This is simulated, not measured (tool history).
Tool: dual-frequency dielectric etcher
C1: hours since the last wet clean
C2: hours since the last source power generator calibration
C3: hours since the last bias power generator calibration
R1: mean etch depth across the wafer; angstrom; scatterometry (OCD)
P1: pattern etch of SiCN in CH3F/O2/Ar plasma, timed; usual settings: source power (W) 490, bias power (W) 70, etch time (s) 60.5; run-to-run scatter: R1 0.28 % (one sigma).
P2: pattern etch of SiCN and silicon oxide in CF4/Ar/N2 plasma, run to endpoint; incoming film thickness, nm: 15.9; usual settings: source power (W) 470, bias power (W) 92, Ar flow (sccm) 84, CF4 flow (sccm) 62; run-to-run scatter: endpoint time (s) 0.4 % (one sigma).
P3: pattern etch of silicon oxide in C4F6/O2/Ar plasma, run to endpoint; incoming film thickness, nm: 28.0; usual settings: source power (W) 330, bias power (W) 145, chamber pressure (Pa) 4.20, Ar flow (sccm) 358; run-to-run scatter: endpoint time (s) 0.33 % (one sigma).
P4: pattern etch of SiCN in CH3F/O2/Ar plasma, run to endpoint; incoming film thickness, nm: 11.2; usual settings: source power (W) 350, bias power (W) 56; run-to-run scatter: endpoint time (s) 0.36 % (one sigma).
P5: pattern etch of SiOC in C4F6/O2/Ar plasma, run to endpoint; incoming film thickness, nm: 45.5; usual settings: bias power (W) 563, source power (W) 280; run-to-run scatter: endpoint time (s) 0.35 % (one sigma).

{"run": 1, "hour": 7.8, "process that ran": "P1", "source power (W)": 490, "bias power (W)": 70, "etch time (s)": 60.5, "C1": 224.5, "C2": 1390.2, "C3": 722.7, "R1": 246.05}
{"run": 2, "hour": 14.1, "process that ran": "P1", "source power (W)": 630, "bias power (W)": 43, "etch time (s)": 60.5, "C1": 230.8, "C2": 1396.5, "C3": 729.0, "R1": 232.84}
{"run": 3, "hour": 26.3, "process that ran": "P3", "source power (W)": 330, "bias power (W)": 183, "chamber pressure (Pa)": 4.2, "Ar flow (sccm)": 358, "C1": 243.0, "C2": 1408.7, "C3": 741.2, "endpoint time (s)": 9.6034}
{"run": 4, "hour": 36.1, "process that ran": "P4", "source power (W)": 350, "bias power (W)": 56, "C1": 252.8, "C2": 1418.5, "C3": 751.0, "endpoint time (s)": 35.816}
{"run": 5, "hour": 47.4, "process that ran": "P1", "source power (W)": 490, "bias power (W)": 70, "etch time (s)": 60.5, "C1": 264.1, "C2": 1429.8, "C3": 762.3, "R1": 245.3}
{"run": 6, "hour": 57.7, "process that ran": "P5", "source power (W)": 280, "bias power (W)": 563, "C1": 274.4, "C2": 1440.1, "C3": 772.6, "endpoint time (s)": 16.945}
{"run": 7, "hour": 67.2, "process that ran": "P2", "source power (W)": 470, "bias power (W)": 92, "Ar flow (sccm)": 54, "CF4 flow (sccm)": 62, "C1": 283.9, "C2": 1449.6, "C3": 782.1, "endpoint time (s)": 15.602}
{"run": 8, "hour": 73.2, "process that ran": "P1", "source power (W)": 490, "bias power (W)": 70, "etch time (s)": 60.5, "C1": 289.9, "C2": 1455.6, "C3": 788.1, "R1": 244.8}
{"run": 9, "hour": 82.1, "process that ran": "P1", "source power (W)": 490, "bias power (W)": 70, "etch time (s)": 60.5, "C1": 298.8, "C2": 1464.5, "C3": 797.0, "R1": 245.58}
{"run": 10, "hour": 92.1, "process that ran": "P4", "source power (W)": 350, "bias power (W)": 70, "C1": 308.8, "C2": 1474.5, "C3": 807.0, "endpoint time (s)": 32.943}
{"run": 11, "hour": 102.0, "process that ran": "P3", "source power (W)": 330, "bias power (W)": 145, "chamber pressure (Pa)": 4.2, "Ar flow (sccm)": 358, "C1": 318.7, "C2": 1484.4, "C3": 816.9, "endpoint time (s)": 10.367}
{"run": 12, "hour": 112.0, "process that ran": "P2", "source power (W)": 470, "bias power (W)": 60, "Ar flow (sccm)": 84, "CF4 flow (sccm)": 62, "C1": 328.7, "C2": 1494.4, "C3": 826.9, "endpoint time (s)": 19.03}
{"hour": 118.9, "done": "source power generator calibrated"}
{"run": 13, "hour": 123.3, "process that ran": "P2", "source power (W)": 470, "bias power (W)": 92, "Ar flow (sccm)": 84, "CF4 flow (sccm)": 46, "C1": 340.0, "C2": 4.5, "C3": 838.2, "endpoint time (s)": 17.222}
{"run": 14, "hour": 135.3, "process that ran": "P3", "source power (W)": 200, "bias power (W)": 145, "chamber pressure (Pa)": 4.2, "Ar flow (sccm)": 358, "C1": 352.0, "C2": 16.5, "C3": 850.2, "endpoint time (s)": 12.6}
{"run": 15, "hour": 143.3, "process that ran": "P5", "source power (W)": 280, "bias power (W)": 563, "C1": 360.0, "C2": 24.5, "C3": 858.2, "endpoint time (s)": 17.019}
{"run": 16, "hour": 154.3, "process that ran": "P1", "source power (W)": 490, "bias power (W)": 70, "etch time (s)": 37.5, "C1": 371.0, "C2": 35.5, "C3": 869.2, "R1": 152.86}
{"run": 17, "hour": 164.0, "process that ran": "P2", "source power (W)": 470, "bias power (W)": 92, "Ar flow (sccm)": 84, "CF4 flow (sccm)": 62, "C1": 380.7, "C2": 45.2, "C3": 878.9, "endpoint time (s)": 16.491}
{"run": 18, "hour": 176.5, "process that ran": "P3", "source power (W)": 330, "bias power (W)": 145, "chamber pressure (Pa)": 4.2, "Ar flow (sccm)": 358, "C1": 393.2, "C2": 57.7, "C3": 891.4, "endpoint time (s)": 10.386}
{"run": 19, "hour": 182.7, "process that ran": "P4", "source power (W)": 230, "bias power (W)": 56, "C1": 399.4, "C2": 63.9, "C3": 897.6, "endpoint time (s)": 41.843}
{"run": 20, "hour": 195.5, "process that ran": "P4", "source power (W)": 350, "bias power (W)": 56, "C1": 412.2, "C2": 76.7, "C3": 910.4, "endpoint time (s)": 35.97}
{"run": 21, "hour": 201.1, "process that ran": "P2", "source power (W)": 310, "bias power (W)": 92, "Ar flow (sccm)": 84, "CF4 flow (sccm)": 62, "C1": 417.8, "C2": 82.3, "C3": 916.0, "endpoint time (s)": 23.692}
{"run": 22, "hour": 209.1, "process that ran": "P1", "source power (W)": 490, "bias power (W)": 70, "etch time (s)": 80.5, "C1": 425.8, "C2": 90.3, "C3": 924.0, "R1": 326.59}
{"run": 23, "hour": 218.1, "process that ran": "P1", "source power (W)": 490, "bias power (W)": 70, "etch time (s)": 60.5, "C1": 434.8, "C2": 99.3, "C3": 933.0, "R1": 245.5}
{"run": 24, "hour": 228.5, "process that ran": "P1", "source power (W)": 310, "bias power (W)": 70, "etch time (s)": 60.5, "C1": 445.2, "C2": 109.7, "C3": 943.4, "R1": 206.78}
{"run": 25, "hour": 238.8, "process that ran": "P1", "source power (W)": 490, "bias power (W)": 94, "etch time (s)": 60.5, "C1": 455.5, "C2": 120.0, "C3": 953.7, "R1": 274.19}
{"run": 26, "hour": 244.4, "process that ran": "P5", "source power (W)": 370, "bias power (W)": 563, "C1": 461.1, "C2": 125.6, "C3": 959.3, "endpoint time (s)": 15.249}
{"run": 27, "hour": 253.4, "process that ran": "P1", "source power (W)": 490, "bias power (W)": 47, "etch time (s)": 60.5, "C1": 470.1, "C2": 134.6, "C3": 968.3, "R1": 215.09}
{"run": 28, "hour": 264.4, "process that ran": "P1", "source power (W)": 490, "bias power (W)": 70, "etch time (s)": 60.5, "C1": 481.1, "C2": 145.6, "C3": 979.3, "R1": 244.83}
{"run": 29, "hour": 275.3, "process that ran": "P1", "source power (W)": 690, "bias power (W)": 70, "etch time (s)": 60.5, "C1": 492.0, "C2": 156.5, "C3": 990.2, "R1": 281.0}
{"run": 30, "hour": 281.9, "process that ran": "P1", "source power (W)": 310, "bias power (W)": 70, "etch time (s)": 73.5, "C1": 498.6, "C2": 163.1, "C3": 996.8, "R1": 251.03}
{"run": 31, "hour": 293.2, "process that ran": "P3", "source power (W)": 330, "bias power (W)": 145, "chamber pressure (Pa)": 4.2, "Ar flow (sccm)": 438, "C1": 509.9, "C2": 174.4, "C3": 1008.1, "endpoint time (s)": 10.585}
{"run": 32, "hour": 301.6, "process that ran": "P5", "source power (W)": 280, "bias power (W)": 776, "C1": 518.3, "C2": 182.8, "C3": 1016.5, "endpoint time (s)": 14.897}
{"run": 33, "hour": 309.8, "process that ran": "P3", "source power (W)": 330, "bias power (W)": 145, "chamber pressure (Pa)": 3.33, "Ar flow (sccm)": 358, "C1": 526.5, "C2": 191.0, "C3": 1024.7, "endpoint time (s)": 10.092}
{"run": 34, "hour": 320.0, "process that ran": "P1", "source power (W)": 490, "bias power (W)": 70, "etch time (s)": 60.5, "C1": 536.7, "C2": 201.2, "C3": 1034.9, "R1": 246.0}
{"run": 35, "hour": 332.0, "process that ran": "P1", "source power (W)": 490, "bias power (W)": 70, "etch time (s)": 60.5, "C1": 548.7, "C2": 213.2, "C3": 1046.9, "R1": 247.58}
{"run": 36, "hour": 344.9, "process that ran": "P1", "source power (W)": 490, "bias power (W)": 70, "etch time (s)": 60.5, "C1": 561.6, "C2": 226.1, "C3": 1059.8, "R1": 247.73}
{"run": 37, "hour": 352.6, "process that ran": "P1", "source power (W)": 490, "bias power (W)": 70, "etch time (s)": 60.5, "C1": 569.3, "C2": 233.8, "C3": 1067.5, "R1": 248.57}
{"run": 38, "hour": 364.6, "process that ran": "P1", "source power (W)": 490, "bias power (W)": 70, "etch time (s)": 60.5, "C1": 581.3, "C2": 245.8, "C3": 1079.5, "R1": 249.99}
{"hour": 364.8, "done": "wet clean of the chamber"}
{"run": 39, "hour": 374.4, "process that ran": "P1", "source power (W)": 490, "bias power (W)": 70, "etch time (s)": 60.5, "C1": 9.6, "C2": 255.6, "C3": 1089.3, "R1": 249.26}
{"run": 40, "hour": 383.5, "process that ran": "P1", "source power (W)": 490, "bias power (W)": 70, "etch time (s)": 60.5, "C1": 18.7, "C2": 264.7, "C3": 1098.4, "R1": 249.97}

What P1 gives has crept away from where it was. These 2 causes fit the log equally well, each at the size given:
A: source power that arrives over what is set, % = 4.34
B: bias power that arrives over what is set, % = 4.74
The creep began at about hour 320.0.
Why every other cause is out:
chamber walls in a state that raises the etch rate, %: serviced at hour 364.8, which brought nothing back

4 check runs are offered, each on 2 wafers whose results are averaged, their results left as question marks. Which one tells the causes apart?
{"run": "check 1", "hour": 392.6, "process that ran": "P4", "source power (W)": 350, "bias power (W)": 56, "endpoint time (s)": "?"}
{"run": "check 2", "hour": 392.6, "process that ran": "P3", "source power (W)": 330, "bias power (W)": 145, "chamber pressure (Pa)": 4.2, "Ar flow (sccm)": 358, "endpoint time (s)": "?"}
{"run": "check 3", "hour": 392.6, "process that ran": "P5", "source power (W)": 280, "bias power (W)": 563, "endpoint time (s)": "?"}
{"run": "check 4", "hour": 392.6, "process that ran": "P2", "source power (W)": 470, "bias power (W)": 92, "Ar flow (sccm)": 84, "CF4 flow (sccm)": 62, "endpoint time (s)": "?"}

What each check would give under each cause:
check=check_1 result=endpoint_time_(s) if_A=35.0890 if_B=35.1070
check=check_2 result=endpoint_time_(s) if_A=10.1870 if_B=10.2130
check=check_3 result=endpoint_time_(s) if_A=16.6760 if_B=16.6350
check=check_4 result=endpoint_time_(s) if_A=15.8940 if_B=16.2310
How far apart the two closest causes lie, in the result that separates them most: check 1 0.05 %; check 2 0.25 %; check 3 0.24 %; check 4 2.1 %
Only check 4 tells the causes apart: in the others they would give nearly the same result.

Check 4 was then run and gave: endpoint time (s) 15.8890. Which cause is it?

It is A: source power that arrives over what is set, %.
